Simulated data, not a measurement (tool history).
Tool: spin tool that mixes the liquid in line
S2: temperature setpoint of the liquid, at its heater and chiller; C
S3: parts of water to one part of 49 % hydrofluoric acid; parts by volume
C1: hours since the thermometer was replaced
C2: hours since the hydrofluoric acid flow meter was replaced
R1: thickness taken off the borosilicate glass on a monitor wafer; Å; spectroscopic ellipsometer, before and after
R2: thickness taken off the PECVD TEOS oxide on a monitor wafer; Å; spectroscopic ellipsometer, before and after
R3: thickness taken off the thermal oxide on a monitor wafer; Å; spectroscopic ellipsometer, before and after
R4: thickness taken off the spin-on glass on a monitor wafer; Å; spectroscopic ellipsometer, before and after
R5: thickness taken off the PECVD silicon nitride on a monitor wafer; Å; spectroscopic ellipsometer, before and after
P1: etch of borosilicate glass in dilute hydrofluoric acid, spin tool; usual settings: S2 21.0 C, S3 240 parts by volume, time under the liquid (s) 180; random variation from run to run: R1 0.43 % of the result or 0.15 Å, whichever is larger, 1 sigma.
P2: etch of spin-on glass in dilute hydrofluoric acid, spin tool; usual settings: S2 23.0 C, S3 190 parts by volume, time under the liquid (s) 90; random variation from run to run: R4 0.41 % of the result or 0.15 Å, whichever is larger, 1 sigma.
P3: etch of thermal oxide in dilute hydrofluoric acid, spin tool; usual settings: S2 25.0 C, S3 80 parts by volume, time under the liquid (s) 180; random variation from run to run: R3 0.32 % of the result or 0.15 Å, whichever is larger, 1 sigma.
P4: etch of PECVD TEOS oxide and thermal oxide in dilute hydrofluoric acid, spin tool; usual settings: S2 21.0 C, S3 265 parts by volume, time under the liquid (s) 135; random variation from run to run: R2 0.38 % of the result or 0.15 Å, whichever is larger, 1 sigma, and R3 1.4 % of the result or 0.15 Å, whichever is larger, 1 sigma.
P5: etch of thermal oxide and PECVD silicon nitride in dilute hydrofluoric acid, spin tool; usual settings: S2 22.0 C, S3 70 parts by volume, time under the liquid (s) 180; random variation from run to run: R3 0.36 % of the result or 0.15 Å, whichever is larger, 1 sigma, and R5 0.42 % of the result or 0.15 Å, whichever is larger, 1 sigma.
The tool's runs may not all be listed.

{"run": 1, "hour": 3.2, "process that ran": "P1", "S2": 21.0, "S3": 240, "time under the liquid (s)": 180, "C1": 547.3, "C2": 895.2, "R1": 271.35}
{"run": 2, "hour": 7.3, "process that ran": "P4", "S2": 21.0, "S3": 265, "time under the liquid (s)": 135, "C1": 551.4, "C2": 899.3, "R2": 60.065, "R3": 17.967}
{"run": 3, "hour": 11.3, "process that ran": "P1", "S2": 21.0, "S3": 240, "time under the liquid (s)": 180, "C1": 555.4, "C2": 903.3, "R1": 270.97}
{"run": 4, "hour": 13.9, "process that ran": "P3", "S2": 25.0, "S3": 80, "time under the liquid (s)": 280, "C1": 558.0, "C2": 905.9, "R3": 183.72}
{"run": 5, "hour": 18.9, "process that ran": "P1", "S2": 21.0, "S3": 60, "time under the liquid (s)": 295, "C1": 563.0, "C2": 910.9, "R1": 2168.5}
{"run": 6, "hour": 24.3, "process that ran": "P4", "S2": 21.0, "S3": 265, "time under the liquid (s)": 250, "C1": 568.4, "C2": 916.3, "R2": 110.0, "R3": 33.87}
{"run": 7, "hour": 26.8, "process that ran": "P1", "S2": 21.0, "S3": 430, "time under the liquid (s)": 100, "C1": 570.9, "C2": 918.8, "R1": 71.651}
{"run": 8, "hour": 31.3, "process that ran": "P3", "S2": 18.5, "S3": 80, "time under the liquid (s)": 180, "C1": 575.4, "C2": 923.3, "R3": 90.587}
{"run": 9, "hour": 36.3, "process that ran": "P1", "S2": 21.0, "S3": 405, "time under the liquid (s)": 180, "C1": 580.4, "C2": 928.3, "R1": 139.02}
{"run": 10, "hour": 41.7, "process that ran": "P1", "S2": 21.0, "S3": 240, "time under the liquid (s)": 180, "C1": 585.8, "C2": 933.7, "R1": 270.1}
{"run": 11, "hour": 45.1, "process that ran": "P3", "S2": 25.0, "S3": 80, "time under the liquid (s)": 180, "C1": 589.2, "C2": 937.1, "R3": 118.52}
{"run": 12, "hour": 48.1, "process that ran": "P1", "S2": 17.0, "S3": 240, "time under the liquid (s)": 180, "C1": 592.2, "C2": 940.1, "R1": 233.99}
{"run": 13, "hour": 53.3, "process that ran": "P2", "S2": 23.0, "S3": 190, "time under the liquid (s)": 90, "C1": 597.4, "C2": 945.3, "R4": 172.54}
{"run": 14, "hour": 57.2, "process that ran": "P1", "S2": 21.0, "S3": 240, "time under the liquid (s)": 305, "C1": 601.3, "C2": 949.2, "R1": 460.02}
{"run": 15, "hour": 60.0, "process that ran": "P1", "S2": 24.5, "S3": 240, "time under the liquid (s)": 180, "C1": 604.1, "C2": 952.0, "R1": 305.46}
{"run": 16, "hour": 65.4, "process that ran": "P2", "S2": 17.0, "S3": 190, "time under the liquid (s)": 90, "C1": 609.5, "C2": 957.4, "R4": 136.34}
{"run": 17, "hour": 69.6, "process that ran": "P4", "S2": 21.0, "S3": 405, "time under the liquid (s)": 135, "C1": 613.7, "C2": 961.6, "R2": 34.585, "R3": 10.555}
{"run": 18, "hour": 72.3, "process that ran": "P2", "S2": 23.0, "S3": 95, "time under the liquid (s)": 90, "C1": 616.4, "C2": 964.3, "R4": 381.36}
{"run": 19, "hour": 75.7, "process that ran": "P1", "S2": 21.0, "S3": 240, "time under the liquid (s)": 180, "C1": 619.8, "C2": 967.7, "R1": 270.52}
{"run": 20, "hour": 78.1, "process that ran": "P1", "S2": 21.0, "S3": 240, "time under the liquid (s)": 180, "C1": 622.2, "C2": 970.1, "R1": 271.34}
{"hour": 78.9, "done": "thermometer replaced"}
{"run": 21, "hour": 80.8, "process that ran": "P4", "S2": 17.0, "S3": 265, "time under the liquid (s)": 135, "C1": 2.0, "C2": 972.8, "R2": 51.645, "R3": 16.376}
{"run": 22, "hour": 83.7, "process that ran": "P1", "S2": 21.0, "S3": 240, "time under the liquid (s)": 15, "C1": 4.9, "C2": 975.7, "R1": 22.52}
{"run": 23, "hour": 88.6, "process that ran": "P1", "S2": 21.0, "S3": 240, "time under the liquid (s)": 180, "C1": 9.8, "C2": 980.6, "R1": 270.25}
{"run": 24, "hour": 91.5, "process that ran": "P3", "S2": 25.0, "S3": 140, "time under the liquid (s)": 180, "C1": 12.7, "C2": 983.5, "R3": 62.781}
{"run": 25, "hour": 96.3, "process that ran": "P2", "S2": 23.0, "S3": 190, "time under the liquid (s)": 90, "C1": 17.5, "C2": 988.3, "R4": 172.55}
{"run": 26, "hour": 99.2, "process that ran": "P5", "S2": 17.5, "S3": 70, "time under the liquid (s)": 180, "C1": 20.4, "C2": 991.2, "R3": 98.66, "R5": 88.584}
{"run": 27, "hour": 103.0, "process that ran": "P1", "S2": 21.0, "S3": 150, "time under the liquid (s)": 180, "C1": 24.2, "C2": 995.0, "R1": 475.45}
{"run": 28, "hour": 107.6, "process that ran": "P5", "S2": 22.0, "S3": 70, "time under the liquid (s)": 180, "C1": 28.8, "C2": 999.6, "R3": 118.19, "R5": 120.36}
{"run": 29, "hour": 111.5, "process that ran": "P2", "S2": 23.0, "S3": 190, "time under the liquid (s)": 175, "C1": 32.7, "C2": 1003.5, "R4": 334.77}
{"run": 30, "hour": 116.9, "process that ran": "P5", "S2": 22.0, "S3": 20, "time under the liquid (s)": 180, "C1": 38.1, "C2": 1008.9, "R3": 443.08, "R5": 405.51}
{"run": 31, "hour": 120.6, "process that ran": "P5", "S2": 22.0, "S3": 70, "time under the liquid (s)": 70, "C1": 41.8, "C2": 1012.6, "R3": 46.094, "R5": 46.897}
{"run": 32, "hour": 125.5, "process that ran": "P1", "S2": 21.0, "S3": 240, "time under the liquid (s)": 180, "C1": 46.7, "C2": 1017.5, "R1": 271.85}
{"run": 33, "hour": 129.0, "process that ran": "P1", "S2": 21.0, "S3": 240, "time under the liquid (s)": 180, "C1": 50.2, "C2": 1021.0, "R1": 268.94}
{"run": 34, "hour": 133.1, "process that ran": "P1", "S2": 21.0, "S3": 240, "time under the liquid (s)": 180, "C1": 54.3, "C2": 1025.1, "R1": 264.48}
{"run": 35, "hour": 136.8, "process that ran": "P1", "S2": 21.0, "S3": 240, "time under the liquid (s)": 180, "C1": 58.0, "C2": 1028.8, "R1": 261.04}
{"run": 36, "hour": 140.7, "process that ran": "P1", "S2": 21.0, "S3": 240, "time under the liquid (s)": 180, "C1": 61.9, "C2": 1032.7, "R1": 258.66}
{"run": 37, "hour": 143.3, "process that ran": "P1", "S2": 21.0, "S3": 240, "time under the liquid (s)": 180, "C1": 64.5, "C2": 1035.3, "R1": 258.64}
{"run": 38, "hour": 146.5, "process that ran": "P1", "S2": 21.0, "S3": 240, "time under the liquid (s)": 180, "C1": 67.7, "C2": 1038.5, "R1": 257.81}
{"run": 39, "hour": 149.8, "process that ran": "P1", "S2": 21.0, "S3": 240, "time under the liquid (s)": 180, "C1": 71.0, "C2": 1041.8, "R1": 259.01}
{"run": 40, "hour": 154.3, "process that ran": "P1", "S2": 21.0, "S3": 240, "time under the liquid (s)": 180, "C1": 75.5, "C2": 1046.3, "R1": 257.94}
{"run": 41, "hour": 156.7, "process that ran": "P1", "S2": 21.0, "S3": 240, "time under the liquid (s)": 180, "C1": 77.9, "C2": 1048.7, "R1": 259.44}
{"run": 42, "hour": 161.9, "process that ran": "P1", "S2": 21.0, "S3": 240, "time under the liquid (s)": 180, "C1": 83.1, "C2": 1053.9, "R1": 258.39}

What P1 gives has crept away from where it was. These 2 causes fit the log equally well, each at the size given:
A: hydrofluoric acid flow below the setpoint (%) = 4.15
B: liquid colder than its thermometer reads (K) = 1.4
The creep began at about hour 125.5.

4 check runs are offered, one wafer each, their results left as question marks. Which one tells the causes apart?
{"run": "check 1", "hour": 167.1, "process that ran": "P5", "S2": 22.0, "S3": 20, "time under the liquid (s)": 100, "R3": "?", "R5": "?"}
{"run": "check 2", "hour": 167.1, "process that ran": "P2", "S2": 18.0, "S3": 190, "time under the liquid (s)": 155, "R4": "?"}
{"run": "check 3", "hour": 167.1, "process that ran": "P4", "S2": 17.0, "S3": 395, "time under the liquid (s)": 135, "R2": "?", "R3": "?"}
{"run": "check 4", "hour": 167.1, "process that ran": "P3", "S2": 25.0, "S3": 105, "time under the liquid (s)": 280, "R3": "?"}

What each check would give under each cause:
check=check_1 result=R3 if_A=235.2400 if_B=231.3700
check=check_1 result=R5 if_A=216.240 if_B=204.200
check=check_2 result=R4 if_A=232.21 if_B=230.86
check=check_3 result=R2 if_A=29.225 if_B=29.356
check=check_3 result=R3 if_A=9.1342 if_B=9.1750
check=check_4 result=R3 if_A=129.1000 if_B=128.1900
How far apart the two closest causes lie, in the result that separates them most: check 1 5.73 %; check 2 0.58 %; check 3 0.45 %; check 4 0.7 %
Check 1 tells the causes apart: in the others they would give nearly the same result.

Then check 1 was run and gave: R3 231.1600 Å; R5 203.680 Å. Which cause is it?

It is B: liquid colder than its thermometer reads (K).

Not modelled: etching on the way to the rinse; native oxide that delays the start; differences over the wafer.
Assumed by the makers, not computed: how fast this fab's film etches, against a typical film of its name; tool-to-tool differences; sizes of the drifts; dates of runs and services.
